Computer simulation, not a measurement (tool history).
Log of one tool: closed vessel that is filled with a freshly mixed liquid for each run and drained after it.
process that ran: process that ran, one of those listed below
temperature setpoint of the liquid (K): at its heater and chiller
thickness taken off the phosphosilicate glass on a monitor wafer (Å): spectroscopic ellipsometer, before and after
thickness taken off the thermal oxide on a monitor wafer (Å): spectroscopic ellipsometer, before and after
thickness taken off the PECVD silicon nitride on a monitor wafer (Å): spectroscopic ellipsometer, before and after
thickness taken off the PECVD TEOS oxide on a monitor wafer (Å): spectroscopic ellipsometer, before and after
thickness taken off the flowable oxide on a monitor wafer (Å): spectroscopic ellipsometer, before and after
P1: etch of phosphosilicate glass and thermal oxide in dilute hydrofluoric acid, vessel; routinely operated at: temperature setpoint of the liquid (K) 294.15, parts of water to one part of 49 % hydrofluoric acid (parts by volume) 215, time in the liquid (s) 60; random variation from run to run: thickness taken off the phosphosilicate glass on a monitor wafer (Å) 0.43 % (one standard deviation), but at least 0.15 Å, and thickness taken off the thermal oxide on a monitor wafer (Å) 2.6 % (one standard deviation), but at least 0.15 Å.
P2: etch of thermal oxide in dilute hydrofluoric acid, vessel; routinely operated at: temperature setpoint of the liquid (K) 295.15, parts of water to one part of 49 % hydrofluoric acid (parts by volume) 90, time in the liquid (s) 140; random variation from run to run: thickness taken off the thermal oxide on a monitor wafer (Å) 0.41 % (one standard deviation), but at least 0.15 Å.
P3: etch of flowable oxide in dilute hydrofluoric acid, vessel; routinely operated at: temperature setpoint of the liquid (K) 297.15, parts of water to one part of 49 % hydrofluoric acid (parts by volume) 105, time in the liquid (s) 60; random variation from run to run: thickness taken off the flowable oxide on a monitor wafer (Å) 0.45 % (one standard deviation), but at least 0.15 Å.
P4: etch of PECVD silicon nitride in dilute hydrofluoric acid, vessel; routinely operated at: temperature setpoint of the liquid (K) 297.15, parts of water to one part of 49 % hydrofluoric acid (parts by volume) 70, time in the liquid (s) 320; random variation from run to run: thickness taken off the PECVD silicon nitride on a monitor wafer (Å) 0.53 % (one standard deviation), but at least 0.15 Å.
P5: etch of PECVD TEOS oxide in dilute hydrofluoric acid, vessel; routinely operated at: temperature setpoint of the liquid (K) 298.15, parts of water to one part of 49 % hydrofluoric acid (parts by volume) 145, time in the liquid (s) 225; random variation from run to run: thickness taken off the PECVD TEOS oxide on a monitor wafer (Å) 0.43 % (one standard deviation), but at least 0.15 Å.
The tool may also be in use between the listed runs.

run,hour,process that ran,temperature setpoint of the liquid (K),parts of water to one part of 49 % hydrofluoric acid (parts by volume),time in the liquid (s),hours since the thermometer was replaced,hours since the hydrofluoric acid flow meter was replaced,thickness taken off the phosphosilicate glass on a monitor wafer (Å),thickness taken off the thermal oxide on a monitor wafer (Å),thickness taken off the PECVD silicon nitride on a monitor wafer (Å),thickness taken off the PECVD TEOS oxide on a monitor wafer (Å),thickness taken off the flowable oxide on a monitor wafer (Å)
1,15.7,P1,294.15,215,60,319.1,692.3,262.64,10.8400,,,
2,25.9,P4,297.15,70,160,329.3,702.5,,,50.874,,
3,42.6,P4,297.15,20,320,346.0,719.2,,,347.120,,
4,53.6,P1,294.15,335,60,357.0,730.2,150.05,5.9040,,,
5,71.2,P4,302.15,70,320,374.6,747.8,,,142.260,,
6,83.3,P1,294.15,215,60,386.7,759.9,261.70,10.0330,,,
7,92.3,P5,298.15,200,225,395.7,768.9,,,,100.620,
8,103.3,P3,297.15,105,60,406.7,779.9,,,,,280.75
9,112.4,P1,301.65,215,30,415.8,789.0,171.27,6.8348,,,
10,131.5,P3,297.15,175,60,434.9,808.1,,,,,155.07
11,145.7,P1,294.15,215,35,449.1,822.3,152.13,6.1245,,,
12,162.4,P1,290.15,215,60,465.8,839.0,224.04,8.8467,,,
13,178.0,P1,294.15,215,60,481.4,854.6,263.20,10.5760,,,
14,192.3,P2,290.15,90,140,495.7,868.9,,56.8950,,,
15,207.7,P3,300.65,105,60,511.1,884.3,,,,,321.00
16,226.7,P1,294.15,215,60,530.1,903.3,264.07,10.9660,,,
17,235.6,P1,302.15,215,60,539.0,912.2,350.43,13.3290,,,
18,249.1,P1,294.15,215,60,552.5,925.7,261.86,10.4940,,,
19,267.1,P1,294.15,215,90,570.5,943.7,392.24,14.8830,,,
20,284.4,P2,295.15,155,140,587.8,961.0,,37.7500,,,
21,298.5,P2,295.15,90,250,601.9,975.1,,123.6400,,,
22,307.5,P2,295.15,90,140,610.9,984.1,,69.2660,,,
23,316.3,P5,306.15,145,225,619.7,992.9,,,,197.950,
24,327.9,P1,294.15,215,60,631.3,1004.5,261.74,10.5650,,,
25,346.1,P1,294.15,75,60,649.5,1022.7,873.73,33.2650,,,
26,363.0,P4,297.15,70,320,666.4,1039.6,,,102.430,,
27,376.2,P5,298.15,145,225,679.6,1052.8,,,,148.160,
28,390.8,P1,290.65,295,60,694.2,1067.4,157.23,6.4507,,,
29,400.1,P1,294.15,215,60,703.5,1076.7,263.37,10.4720,,,
30,418.1,P3,297.15,105,110,721.5,1094.7,,,,,516.92
31,435.5,P5,298.15,145,30,738.9,1112.1,,,,19.752,
32,448.6,P1,294.15,215,60,752.0,1125.2,261.21,10.1660,,,
33,467.7,P1,294.15,215,60,771.1,1144.3,251.82,10.0830,,,
34,483.7,P1,294.15,215,60,787.1,1160.3,250.16,10.0600,,,
35,494.2,P1,294.15,215,60,797.6,1170.8,247.48,9.5495,,,
36,511.6,P1,294.15,215,60,815.0,1188.2,244.98,9.7435,,,
37,522.6,P1,294.15,215,60,826.0,1199.2,244.91,9.9100,,,
38,531.0,P1,294.15,215,60,834.4,1207.6,243.30,9.7717,,,
39,539.9,P1,294.15,215,60,843.3,1216.5,243.89,9.3841,,,
40,557.7,P1,294.15,215,60,861.1,1234.3,240.63,9.3827,,,
41,572.7,P1,294.15,215,60,876.1,1249.3,240.65,8.8822,,,
42,591.1,P1,294.15,215,60,894.5,1267.7,241.94,9.3998,,,
43,608.7,P1,294.15,215,60,912.1,1285.3,238.61,9.1168,,,

Compared with where it was, what P1 gives has crept away. Each cause listed below fits the log as well as the rest, at the size given for it:
A: liquid colder than its thermometer reads (K) = 2.26
B: hydrofluoric acid flow below the setpoint (%) = 6.84
At approximately hour 448.6, the process output began to creep.

Of the 4 check runs listed below, each run on one wafer and each result written as a question mark, which would let you distinguish the listed causes because they would give clearly different results?
check 1,626.3,P3,297.15,175,105,,,,,,,?
check 2,626.3,P2,295.15,155,240,,,,?,,,
check 3,626.3,P4,297.15,20,320,,,,,?,,
check 4,626.3,P5,301.65,185,225,,,,,,?,

How each check would come out, cause by cause:
check,result,if A,if B
check 1,thickness taken off the flowable oxide on a monitor wafer (Å),249.93,250.17
check 2,thickness taken off the thermal oxide on a monitor wafer (Å),58.9380,59.2800
check 3,thickness taken off the PECVD silicon nitride on a monitor wafer (Å),297.200,324.690
check 4,thickness taken off the PECVD TEOS oxide on a monitor wafer (Å),115.720,115.050
Separation of the two closest causes in each check, using whichever result separates them best: check 1 0.1 %; check 2 0.58 %; check 3 8.85 %; check 4 0.58 %
The causes can be told apart only by check 3. The other checks would give nearly the same results under each of them.

After running check 3, the following was obtained: thickness taken off the PECVD silicon nitride on a monitor wafer (Å) 324.820. Which cause does this point to?

The correct cause is B, namely: hydrofluoric acid flow below the setpoint (%).

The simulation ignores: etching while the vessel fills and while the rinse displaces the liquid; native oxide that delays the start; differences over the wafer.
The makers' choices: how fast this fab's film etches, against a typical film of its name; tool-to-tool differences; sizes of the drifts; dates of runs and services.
